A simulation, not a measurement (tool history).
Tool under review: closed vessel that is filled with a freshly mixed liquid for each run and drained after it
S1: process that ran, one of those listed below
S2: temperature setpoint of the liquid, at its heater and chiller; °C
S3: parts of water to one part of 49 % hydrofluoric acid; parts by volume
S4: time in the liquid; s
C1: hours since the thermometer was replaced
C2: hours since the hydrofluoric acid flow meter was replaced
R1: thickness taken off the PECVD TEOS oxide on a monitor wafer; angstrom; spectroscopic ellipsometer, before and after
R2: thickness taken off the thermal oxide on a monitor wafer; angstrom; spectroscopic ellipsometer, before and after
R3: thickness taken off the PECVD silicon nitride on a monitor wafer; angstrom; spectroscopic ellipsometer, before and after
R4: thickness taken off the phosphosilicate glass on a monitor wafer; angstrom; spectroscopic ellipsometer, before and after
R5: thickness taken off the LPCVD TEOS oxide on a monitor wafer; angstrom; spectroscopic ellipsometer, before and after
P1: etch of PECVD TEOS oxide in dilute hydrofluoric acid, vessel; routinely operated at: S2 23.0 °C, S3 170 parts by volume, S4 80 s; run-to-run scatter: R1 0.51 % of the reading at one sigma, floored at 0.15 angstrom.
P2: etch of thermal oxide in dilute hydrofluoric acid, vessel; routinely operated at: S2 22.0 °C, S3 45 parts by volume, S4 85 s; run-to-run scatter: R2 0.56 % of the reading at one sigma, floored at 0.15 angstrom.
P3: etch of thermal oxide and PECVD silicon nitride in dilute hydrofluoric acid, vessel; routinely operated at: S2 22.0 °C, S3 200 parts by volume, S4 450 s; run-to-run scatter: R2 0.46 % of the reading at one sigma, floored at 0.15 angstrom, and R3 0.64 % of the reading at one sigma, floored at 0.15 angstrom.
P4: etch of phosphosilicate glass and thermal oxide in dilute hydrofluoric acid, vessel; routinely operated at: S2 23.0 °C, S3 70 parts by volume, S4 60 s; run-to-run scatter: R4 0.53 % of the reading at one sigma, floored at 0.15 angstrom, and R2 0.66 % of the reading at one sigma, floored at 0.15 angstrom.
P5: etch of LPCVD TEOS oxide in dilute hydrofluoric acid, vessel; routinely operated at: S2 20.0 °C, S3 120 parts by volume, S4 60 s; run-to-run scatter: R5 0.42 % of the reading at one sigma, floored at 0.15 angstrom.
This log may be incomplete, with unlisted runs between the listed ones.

run   hour  S1    S2   S3   S4     C1      C2       R1       R2      R3       R4      R5
  1    3.5  P1  23.0  170   80  667.2  1611.6   65.872
  2    7.1  P1  23.0  170   80  670.8  1615.2   66.343
  3   12.3  P2  29.5   45   85  676.0  1620.4           115.770
  4   16.6  P3  22.0  200  450  680.3  1624.7            91.655  33.653
  5   21.4  P3  29.5  200  450  685.1  1629.5           120.310  53.670
  6   26.2  P4  27.0   70   60  689.9  1634.3            46.677          1262.20
  7   29.4  P5  20.0  120   60  693.1  1637.5                                     153.69
  8   34.6  P4  23.0   70   60  698.3  1642.7            39.737          1072.40
  9   38.1  P1  23.0  170  125  701.8  1646.2  103.130
 10   43.0  P1  23.0   95   80  706.7  1651.1  129.480
 11   48.5  P5  20.0  120  105  712.2  1656.6                                     268.65
 12   51.9  P5  27.0  120   60  715.6  1660.0                                     202.87
 13   57.6  P5  20.0   55   60  721.3  1665.7                                     359.40
 14   61.0  P2  22.0   45  120  724.7  1669.1           121.840
 15   65.5  P1  23.0  170   80  729.2  1673.6   66.337
 16   69.9  P1  23.0  170   80  733.6  1678.0   66.310
 17   73.8  P1  23.0  170   80  737.5  1681.9   66.202
 18   77.2  P1  23.0  170   80  740.9  1685.3   65.861
      77.5  -- thermometer replaced
 19   81.5  P1  17.0  170  120    4.1  1689.6   77.029
 20   84.1  P1  17.0  170   80    6.7  1692.2   51.962
      84.9  -- hydrofluoric acid flow meter replaced
 21   87.1  P2  22.0   65   85    9.7     2.3            57.807
 22   91.8  P1  23.0  170   30   14.4     7.0   24.752
 23   97.7  P3  22.0   85  450   20.3    12.9           243.630  78.016
 24  103.2  P4  23.0  105   60   25.8    18.4            25.542           688.45
 25  109.1  P1  23.0  115   45   31.7    24.3   58.694
 26  112.8  P1  23.0  280   80   35.4    28.0   35.843
 27  116.7  P2  22.0   45   85   39.3    31.9            85.379
 28  120.8  P3  22.0  200  195   43.4    36.0            39.681  14.415
 29  126.9  P1  28.5  170   80   49.5    42.1   81.325
 30  132.5  P1  23.0  170   80   55.1    47.7   65.368
 31  137.8  P5  20.0  120   60   60.4    53.0                                     153.15
 32  142.9  P4  23.0   70  115   65.5    58.1            76.187          2066.50
 33  146.9  P1  23.0  170   80   69.5    62.1   65.980
 34  152.2  P1  23.0  170   80   74.8    67.4   63.783
 35  155.3  P1  23.0  170   80   77.9    70.5   62.467
 36  158.0  P1  23.0  170   80   80.6    73.2   63.156
 37  162.2  P1  23.0  170   80   84.8    77.4   62.206
 38  166.3  P1  23.0  170   80   88.9    81.5   61.483
 39  171.5  P1  23.0  170   80   94.1    86.7   61.087
 40  177.6  P1  23.0  170   80  100.2    92.8   61.281
 41  183.1  P1  23.0  170   80  105.7    98.3   61.092
 42  188.0  P1  23.0  170   80  110.6   103.2   60.905

Something has made what P1 gives creep away from where it was; the 2 causes below, each at its own stated size, fit the log equally well:
A: liquid colder than its thermometer reads (K) = 2.08
B: hydrofluoric acid flow below the setpoint (%) = 6.5
Onset of the creep was near hour 146.9.

Which of the 4 check runs listed below separates the causes, so that each cause would produce a clearly different result? Each run uses one wafer, and its results are marked with question marks.
check 1  192.9  P2  29.5   65   85               ?
check 2  192.9  P3  28.5  200  450               ?   ?
check 3  192.9  P5  23.5  120   60                           ?
check 4  192.9  P4  23.0   70  110               ?       ?

If the cause were each of the candidates in turn, the checks would give the following:
  check  result     if A     if B
check 1      R2   71.855   72.405
check 2      R2  108.220  107.190
check 2      R3   44.489   47.208
check 3      R5   162.80   163.69
check 4      R2   66.762   67.593
check 4      R4  1812.90  1835.50
Distance between the nearest two causes, measured in the result of the check that separates them most: check 1 0.76 %; check 2 5.93 %; check 3 0.55 %; check 4 1.24 %
Of the check runs offered, only check 2 discriminates between the causes; the rest would read about the same regardless of which cause applies.

With check 2 done, the readings were: R2 106.570 angstrom; R3 46.746 angstrom. Identify which of the listed causes applies.

It was cause B: hydrofluoric acid flow below the setpoint (%).
